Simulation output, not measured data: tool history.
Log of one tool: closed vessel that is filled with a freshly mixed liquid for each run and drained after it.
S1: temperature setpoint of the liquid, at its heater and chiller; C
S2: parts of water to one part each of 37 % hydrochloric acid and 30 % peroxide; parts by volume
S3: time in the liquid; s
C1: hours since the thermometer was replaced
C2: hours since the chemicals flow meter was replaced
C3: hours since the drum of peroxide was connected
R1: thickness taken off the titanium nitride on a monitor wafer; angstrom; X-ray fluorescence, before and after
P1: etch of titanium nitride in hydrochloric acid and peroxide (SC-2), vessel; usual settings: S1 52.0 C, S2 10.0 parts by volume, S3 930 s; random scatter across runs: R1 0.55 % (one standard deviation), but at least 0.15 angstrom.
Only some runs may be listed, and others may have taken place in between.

| run | hour | S1 | S2 | S3 | C1 | C2 | C3 | R1 |
|---|---|---|---|---|---|---|---|---|
| 1 | 8.2 | 52.0 | 10.0 | 930 | 300.0 | 137.3 | 307.3 | 495.030 |
| 2 | 16.0 | 52.0 | 10.0 | 30 | 307.8 | 145.1 | 315.1 | 16.133 |
| 3 | 27.1 | 52.0 | 18.5 | 930 | 318.9 | 156.2 | 326.2 | 290.100 |
| 4 | 33.5 | 52.0 | 5.0 | 1520 | 325.3 | 162.6 | 332.6 | 1408.600 |
|  | 45.0 | chemicals flow meter replaced |
| 5 | 45.0 | 52.0 | 4.0 | 930 | 336.8 | 0.0 | 344.1 | 987.990 |
| 6 | 54.5 | 65.0 | 10.0 | 930 | 346.3 | 9.5 | 353.6 | 1124.500 |
| 7 | 66.6 | 52.0 | 10.0 | 930 | 358.4 | 21.6 | 365.7 | 500.770 |
| 8 | 72.9 | 60.5 | 10.0 | 325 | 364.7 | 27.9 | 372.0 | 297.110 |
| 9 | 80.2 | 40.0 | 10.0 | 275 | 372.0 | 35.2 | 379.3 | 65.035 |
| 10 | 88.1 | 52.0 | 10.0 | 1720 | 379.9 | 43.1 | 387.2 | 914.630 |
| 11 | 100.2 | 52.0 | 10.0 | 930 | 392.0 | 55.2 | 399.3 | 495.900 |
| 12 | 109.9 | 52.0 | 10.0 | 930 | 401.7 | 64.9 | 409.0 | 494.430 |
| 13 | 116.5 | 52.0 | 10.0 | 930 | 408.3 | 71.5 | 415.6 | 495.020 |
| 14 | 128.1 | 52.0 | 10.0 | 930 | 419.9 | 83.1 | 427.2 | 495.050 |
| 15 | 135.6 | 36.5 | 10.0 | 930 | 427.4 | 90.6 | 434.7 | 169.380 |
| 16 | 146.0 | 52.0 | 10.0 | 930 | 437.8 | 101.0 | 445.1 | 501.840 |
| 17 | 152.4 | 52.0 | 10.0 | 930 | 444.2 | 107.4 | 451.5 | 509.030 |
| 18 | 161.9 | 52.0 | 10.0 | 930 | 453.7 | 116.9 | 461.0 | 519.290 |
| 19 | 173.5 | 52.0 | 10.0 | 930 | 465.3 | 128.5 | 472.6 | 532.220 |
| 20 | 182.6 | 52.0 | 10.0 | 930 | 474.4 | 137.6 | 481.7 | 534.090 |
| 21 | 188.8 | 52.0 | 10.0 | 930 | 480.6 | 143.8 | 487.9 | 538.680 |
| 22 | 196.9 | 52.0 | 10.0 | 930 | 488.7 | 151.9 | 496.0 | 533.630 |
| 23 | 203.6 | 52.0 | 10.0 | 930 | 495.4 | 158.6 | 502.7 | 538.580 |
| 24 | 209.9 | 52.0 | 10.0 | 930 | 501.7 | 164.9 | 509.0 | 541.610 |

Something has made what P1 gives creep away from where it was; the 2 causes below, each at its own stated size, fit the log equally well:
A: liquid hotter than its thermometer reads (K) = 1.18
B: chemicals flow above the setpoint (%) = 9.75
The process output started creeping at around hour 146.0.
Every other cause this tool's parts could produce, and why it does not fit the log:
peroxide weaker than its label (%): at its largest 8, which would move R1 by -7.4 %, too little to match the creep or of the wrong sign

Below are 4 check runs, each averaged over 3 wafers, with their results shown as question marks. Which of them would give clearly different results depending on which cause is behind the drift?
| check 1 | 216.2 | 64.5 | 10.0 | 65 |  |  |  | ? |
| check 2 | 216.2 | 39.0 | 4.0 | 930 |  |  |  | ? |
| check 3 | 216.2 | 58.0 | 10.0 | 1450 |  |  |  | ? |
| check 4 | 216.2 | 43.5 | 10.0 | 930 |  |  |  | ? |

Expected result of each check under each candidate cause:
| check | result | if A | if B |
|---|---|---|---|
| check 1 | R1 | 82.481 | 82.900 |
| check 2 | R1 | 443.250 | 433.170 |
| check 3 | R1 | 1231.000 | 1233.700 |
| check 4 | R1 | 303.570 | 302.130 |
Per-check spread between the two closest causes, in the result where they differ most: check 1 0.51 %; check 2 2.3 %; check 3 0.22 %; check 4 0.48 %
Check 2 tells the causes apart: in the others they would give nearly the same result.

The results of check 2 are: R1 441.560 angstrom. Based on these, which of the listed causes is it?

The correct cause is A, namely: liquid hotter than its thermometer reads (K).
